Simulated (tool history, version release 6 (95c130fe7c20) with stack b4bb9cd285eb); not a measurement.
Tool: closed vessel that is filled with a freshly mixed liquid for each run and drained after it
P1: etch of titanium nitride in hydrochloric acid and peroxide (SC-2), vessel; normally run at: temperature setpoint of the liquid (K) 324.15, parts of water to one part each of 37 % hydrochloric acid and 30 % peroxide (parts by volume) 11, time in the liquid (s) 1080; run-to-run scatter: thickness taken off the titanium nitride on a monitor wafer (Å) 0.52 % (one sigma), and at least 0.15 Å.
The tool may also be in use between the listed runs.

| run | hour | temperature setpoint of the liquid (K) | parts of water to one part each of 37 % hydrochloric acid and 30 % peroxide (parts by volume) | time in the liquid (s) | hours since the thermometer was replaced | hours since the chemicals flow meter was replaced | hours since the drum of peroxide was connected | thickness taken off the titanium nitride on a monitor wafer (Å) |
|---|---|---|---|---|---|---|---|---|
| 1 | 11.3 | 324.15 | 11 | 1080 | 479.1 | 630.1 | 545.1 | 205.01 |
| 2 | 22.8 | 324.15 | 4 | 1080 | 490.6 | 641.6 | 556.6 | 446.19 |
| 3 | 34.8 | 339.15 | 11 | 1080 | 502.6 | 653.6 | 568.6 | 535.83 |
|  | 38.9 | new drum of peroxide connected |
| 4 | 43.6 | 324.15 | 11 | 1080 | 511.4 | 662.4 | 4.7 | 206.45 |
|  | 53.2 | thermometer replaced |
| 5 | 54.8 | 324.15 | 11 | 1080 | 1.6 | 673.6 | 15.9 | 207.97 |
| 6 | 68 | 324.15 | 11 | 1080 | 14.8 | 686.8 | 29.1 | 209.1 |
| 7 | 77.5 | 324.15 | 11 | 30 | 24.3 | 696.3 | 38.6 | 5.9702 |
| 8 | 90.5 | 332.65 | 15 | 1080 | 37.3 | 709.3 | 51.6 | 276.14 |
| 9 | 100.1 | 324.15 | 11 | 2150 | 46.9 | 718.9 | 61.2 | 416.17 |
| 10 | 107.3 | 324.15 | 7 | 320 | 54.1 | 726.1 | 68.4 | 88.428 |
| 11 | 118.4 | 324.15 | 20 | 1080 | 65.2 | 737.2 | 79.5 | 123.29 |
| 12 | 127.1 | 324.15 | 4 | 1510 | 73.9 | 745.9 | 88.2 | 623.77 |
| 13 | 140.3 | 324.15 | 11 | 1080 | 87.1 | 759.1 | 101.4 | 207.59 |
| 14 | 153.5 | 309.65 | 11 | 1080 | 100.3 | 772.3 | 114.6 | 75.443 |
| 15 | 165.7 | 324.15 | 11 | 1080 | 112.5 | 784.5 | 126.8 | 206.31 |
| 16 | 173.5 | 324.15 | 11 | 1080 | 120.3 | 792.3 | 134.6 | 215.39 |
| 17 | 182.7 | 324.15 | 11 | 1080 | 129.5 | 801.5 | 143.8 | 220.27 |
| 18 | 193.5 | 324.15 | 11 | 1080 | 140.3 | 812.3 | 154.6 | 223.06 |
| 19 | 207.1 | 324.15 | 11 | 1080 | 153.9 | 825.9 | 168.2 | 225.01 |
| 20 | 217.1 | 324.15 | 11 | 1080 | 163.9 | 835.9 | 178.2 | 225.44 |
| 21 | 228 | 324.15 | 11 | 1080 | 174.8 | 846.8 | 189.1 | 225.92 |

Forecast run 22:
| 22 | 240.3 | 324.15 | 11 | 1080 | 187.1 | 859.1 | 201.4 | ? |

Run 22 gave thickness taken off the titanium nitride on a monitor wafer (Å) 226.88.
